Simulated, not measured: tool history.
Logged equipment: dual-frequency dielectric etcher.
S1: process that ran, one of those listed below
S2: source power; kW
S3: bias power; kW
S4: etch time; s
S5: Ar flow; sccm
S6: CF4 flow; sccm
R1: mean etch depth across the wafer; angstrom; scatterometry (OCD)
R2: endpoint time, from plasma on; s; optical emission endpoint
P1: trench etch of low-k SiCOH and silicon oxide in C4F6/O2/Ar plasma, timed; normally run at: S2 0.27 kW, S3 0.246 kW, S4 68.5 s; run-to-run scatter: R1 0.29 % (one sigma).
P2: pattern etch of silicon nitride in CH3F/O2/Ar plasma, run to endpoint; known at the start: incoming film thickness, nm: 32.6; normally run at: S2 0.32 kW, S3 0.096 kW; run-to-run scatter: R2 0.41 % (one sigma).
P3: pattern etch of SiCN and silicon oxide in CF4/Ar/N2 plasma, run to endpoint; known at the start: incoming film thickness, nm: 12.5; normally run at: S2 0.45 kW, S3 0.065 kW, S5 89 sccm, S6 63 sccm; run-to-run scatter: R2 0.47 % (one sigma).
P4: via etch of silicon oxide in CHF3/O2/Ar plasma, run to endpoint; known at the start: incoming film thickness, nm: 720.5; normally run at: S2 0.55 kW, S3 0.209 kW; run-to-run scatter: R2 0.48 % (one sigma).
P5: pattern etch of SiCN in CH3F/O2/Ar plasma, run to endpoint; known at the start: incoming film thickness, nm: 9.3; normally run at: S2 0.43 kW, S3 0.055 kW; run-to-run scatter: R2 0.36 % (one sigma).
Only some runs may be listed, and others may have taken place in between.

{"run": 1, "hour": 3.5, "S1": "P1", "S2": 0.27, "S3": 0.246, "S4": 68.5, "R1": 2192.5}
{"run": 2, "hour": 8.1, "S1": "P4", "S2": 0.55, "S3": 0.209, "R2": 350.38}
{"run": 3, "hour": 13.0, "S1": "P1", "S2": 0.2, "S3": 0.246, "S4": 68.5, "R1": 1945.5}
{"run": 4, "hour": 18.5, "S1": "P1", "S2": 0.27, "S3": 0.246, "S4": 68.5, "R1": 2186}
{"run": 5, "hour": 24.6, "S1": "P1", "S2": 0.33, "S3": 0.195, "S4": 68.5, "R1": 2171.3}
{"run": 6, "hour": 29.3, "S1": "P1", "S2": 0.27, "S3": 0.166, "S4": 44, "R1": 1225.2}
{"run": 7, "hour": 32.9, "S1": "P1", "S2": 0.27, "S3": 0.335, "S4": 68.5, "R1": 2433.4}
{"run": 8, "hour": 38.4, "S1": "P1", "S2": 0.21, "S3": 0.246, "S4": 95, "R1": 2753.3}
{"run": 9, "hour": 44.0, "S1": "P2", "S2": 0.32, "S3": 0.096, "R2": 45.424}
{"run": 10, "hour": 46.9, "S1": "P1", "S2": 0.27, "S3": 0.151, "S4": 68.5, "R1": 1851.9}
{"run": 11, "hour": 52.6, "S1": "P4", "S2": 0.33, "S3": 0.209, "R2": 426.8}
{"run": 12, "hour": 58.4, "S1": "P1", "S2": 0.27, "S3": 0.246, "S4": 95, "R1": 3014.4}
{"run": 13, "hour": 63.8, "S1": "P2", "S2": 0.32, "S3": 0.136, "R2": 39.444}
{"run": 14, "hour": 67.4, "S1": "P3", "S2": 0.45, "S3": 0.065, "S5": 89, "S6": 37, "R2": 16.152}
{"run": 15, "hour": 70.3, "S1": "P1", "S2": 0.27, "S3": 0.246, "S4": 68.5, "R1": 2182.8}
{"run": 16, "hour": 74.4, "S1": "P3", "S2": 0.45, "S3": 0.065, "S5": 89, "S6": 63, "R2": 14.904}
{"run": 17, "hour": 79.5, "S1": "P4", "S2": 0.55, "S3": 0.134, "R2": 403.66}
{"run": 18, "hour": 83.6, "S1": "P5", "S2": 0.43, "S3": 0.055, "R2": 27.008}
{"run": 19, "hour": 88.8, "S1": "P3", "S2": 0.45, "S3": 0.048, "S5": 89, "S6": 63, "R2": 16.149}
{"run": 20, "hour": 94.8, "S1": "P1", "S2": 0.27, "S3": 0.246, "S4": 68.5, "R1": 2179.4}
{"run": 21, "hour": 100.8, "S1": "P5", "S2": 0.43, "S3": 0.034, "R2": 31.453}
{"run": 22, "hour": 106.3, "S1": "P3", "S2": 0.59, "S3": 0.065, "S5": 89, "S6": 63, "R2": 11.582}
{"run": 23, "hour": 109.5, "S1": "P4", "S2": 0.55, "S3": 0.209, "R2": 350.8}
{"run": 24, "hour": 112.3, "S1": "P1", "S2": 0.27, "S3": 0.246, "S4": 38.5, "R1": 1229}
{"run": 25, "hour": 118.3, "S1": "P5", "S2": 0.51, "S3": 0.055, "R2": 25.286}
{"run": 26, "hour": 123.2, "S1": "P1", "S2": 0.38, "S3": 0.246, "S4": 68.5, "R1": 2489.7}
{"run": 27, "hour": 126.2, "S1": "P1", "S2": 0.27, "S3": 0.246, "S4": 68.5, "R1": 2182.8}
{"run": 28, "hour": 131.0, "S1": "P1", "S2": 0.27, "S3": 0.246, "S4": 68.5, "R1": 2187.9}
{"run": 29, "hour": 135.4, "S1": "P2", "S2": 0.44, "S3": 0.096, "R2": 40.438}
{"run": 30, "hour": 139.0, "S1": "P5", "S2": 0.43, "S3": 0.055, "R2": 26.938}
{"run": 31, "hour": 141.7, "S1": "P3", "S2": 0.45, "S3": 0.065, "S5": 63, "S6": 63, "R2": 13.975}
{"run": 32, "hour": 144.5, "S1": "P1", "S2": 0.27, "S3": 0.246, "S4": 68.5, "R1": 2199.1}
{"run": 33, "hour": 149.6, "S1": "P1", "S2": 0.27, "S3": 0.246, "S4": 68.5, "R1": 2185.2}
{"run": 34, "hour": 154.7, "S1": "P1", "S2": 0.27, "S3": 0.246, "S4": 68.5, "R1": 2164.8}
{"run": 35, "hour": 160.8, "S1": "P1", "S2": 0.27, "S3": 0.246, "S4": 68.5, "R1": 2152}
{"run": 36, "hour": 166.6, "S1": "P1", "S2": 0.27, "S3": 0.246, "S4": 68.5, "R1": 2158.1}
{"hour": 169.7, "done": "wet clean of the chamber"}
{"run": 37, "hour": 170.0, "S1": "P1", "S2": 0.27, "S3": 0.246, "S4": 68.5, "R1": 2154.5}
{"run": 38, "hour": 173.2, "S1": "P1", "S2": 0.27, "S3": 0.246, "S4": 68.5, "R1": 2159.1}
{"run": 39, "hour": 176.7, "S1": "P1", "S2": 0.27, "S3": 0.246, "S4": 68.5, "R1": 2152.4}
{"run": 40, "hour": 182.0, "S1": "P1", "S2": 0.27, "S3": 0.246, "S4": 68.5, "R1": 2155.3}
{"run": 41, "hour": 188.0, "S1": "P1", "S2": 0.27, "S3": 0.246, "S4": 68.5, "R1": 2162.3}

Compared with where it was, what P1 gives has crept away. Each cause listed below fits the log as well as the rest, at the size given for it:
A: source power that arrives under what is set, % = 3.73
B: bias power that arrives under what is set, % = 4.11
At approximately hour 149.6, the process output began to creep.
The rest of the possible causes, and what rules out each one:
chamber walls in a state that lowers the etch rate, %: serviced after onset, at hour 169.7, with no recovery of the prior output

The list below offers 4 check runs, each averaging the results of 3 wafers, and shows each result as a question mark. For which of them would the listed causes give clearly different results?
{"run": "check 1", "hour": 194.0, "S1": "P5", "S2": 0.51, "S3": 0.055, "R2": "?"}
{"run": "check 2", "hour": 194.0, "S1": "P2", "S2": 0.4, "S3": 0.133, "R2": "?"}
{"run": "check 3", "hour": 194.0, "S1": "P4", "S2": 0.34, "S3": 0.209, "R2": "?"}
{"run": "check 4", "hour": 194.0, "S1": "P3", "S2": 0.45, "S3": 0.049, "S5": 89, "S6": 63, "R2": "?"}

What every check run would give for each of its results, assuming each possible cause in turn:
check=check_1 result=R2 if_A=25.638 if_B=25.609
check=check_2 result=R2 if_A=37.506 if_B=37.588
check=check_3 result=R2 if_A=424.9 if_B=425.21
check=check_4 result=R2 if_A=16.669 if_B=16.321
Separation of the two closest causes in each check, using whichever result separates them best: check 1 0.11 %; check 2 0.22 %; check 3 0.07 %; check 4 2.11 %
Check 4 distinguishes between the causes, while the remaining checks would return nearly the same result for all of them.

With check 4 done, the readings were: R2 16.642 s. Identify which of the listed causes applies.

A is the cause: source power that arrives under what is set, %.
